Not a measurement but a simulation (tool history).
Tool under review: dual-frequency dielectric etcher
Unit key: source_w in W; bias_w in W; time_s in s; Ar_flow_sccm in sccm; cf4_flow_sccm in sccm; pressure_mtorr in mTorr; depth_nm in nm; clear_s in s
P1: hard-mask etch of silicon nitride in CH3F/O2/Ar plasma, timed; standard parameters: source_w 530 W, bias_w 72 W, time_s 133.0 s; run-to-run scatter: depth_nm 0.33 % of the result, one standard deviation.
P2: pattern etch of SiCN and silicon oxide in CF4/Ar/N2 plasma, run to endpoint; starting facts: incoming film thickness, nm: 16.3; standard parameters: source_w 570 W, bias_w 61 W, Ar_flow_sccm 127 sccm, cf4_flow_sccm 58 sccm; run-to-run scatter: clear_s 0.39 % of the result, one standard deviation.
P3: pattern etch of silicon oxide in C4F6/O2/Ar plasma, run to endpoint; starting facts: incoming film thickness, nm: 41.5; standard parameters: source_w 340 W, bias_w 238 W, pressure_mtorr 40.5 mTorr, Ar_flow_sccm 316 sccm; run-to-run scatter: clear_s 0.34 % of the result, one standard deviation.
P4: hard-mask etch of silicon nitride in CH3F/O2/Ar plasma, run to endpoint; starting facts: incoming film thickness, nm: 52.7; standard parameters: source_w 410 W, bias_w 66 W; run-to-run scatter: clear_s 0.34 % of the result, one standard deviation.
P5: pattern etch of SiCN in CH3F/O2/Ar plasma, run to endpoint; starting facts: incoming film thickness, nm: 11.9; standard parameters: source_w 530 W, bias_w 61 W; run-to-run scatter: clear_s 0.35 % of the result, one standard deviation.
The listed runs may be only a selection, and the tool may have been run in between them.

run	hour	process	source_w	bias_w	time_s	Ar_flow_sccm	cf4_flow_sccm	pressure_mtorr	hours since the last wet clean	hours since the last source power generator calibration	hours since the last bias power generator calibration	depth_nm	clear_s
1	12.2	P1	530	72	133.0				379.3	284.3	820.0	101.920	
2	21.0	P1	530	72	133.0				388.1	293.1	828.8	102.370	
3	28.6	P1	380	72	133.0				395.7	300.7	836.4	89.894	
4	40.5	P2	730	61		127	58		407.6	312.6	848.3		13.303
5	51.1	P1	640	72	76.0				418.2	323.2	858.9	62.679	
6	61.7	P1	530	72	75.5				428.8	333.8	869.5	57.654	
7	67.9	P4	410	92					435.0	340.0	875.7		70.641
8	79.7	P5	350	61					446.8	351.8	887.5		36.246
9	89.0	P1	530	59	133.0				456.1	361.1	896.8	95.643	
10	96.9	P2	570	61		167	58		464.0	369.0	904.7		17.405
11	105.2	P3	340	238		316		49.0	472.3	377.3	913.0		14.050
# hour 111.5: wet clean of the chamber
12	113.2	P1	530	102	133.0				1.8	385.3	921.0	114.960	
13	123.0	P1	350	72	94.5				11.6	395.1	930.8	61.716	
14	135.9	P4	260	66					24.5	408.0	943.7		93.981
15	148.4	P1	530	72	133.0				37.0	420.5	956.2	101.810	
16	156.3	P3	340	238		316		40.5	44.9	428.4	964.1		13.729
# hour 163.3: source power generator calibrated
17	168.2	P2	570	61		127	58		56.8	5.0	976.0		16.671
18	177.4	P2	570	36		127	58		66.0	14.2	985.2		19.724
19	188.0	P3	400	238		316		40.5	76.6	24.8	995.8		12.956
20	199.7	P2	570	61		127	58		88.3	36.5	1007.5		16.560
21	212.3	P5	530	85					100.9	49.1	1020.1		27.557
22	219.5	P1	530	72	133.0				108.1	56.3	1027.3	101.770	
23	229.0	P5	530	61					117.6	65.8	1036.8		30.898
24	235.7	P1	530	72	133.0				124.3	72.5	1043.5	102.080	
25	248.5	P1	410	48	133.0				137.1	85.3	1056.3	81.133	

For run 26, what comes out?
26	260.7	P1	690	72	133.0				149.3	97.5	1068.5	?	

Run 26 came out at depth_nm 113.110 nm.
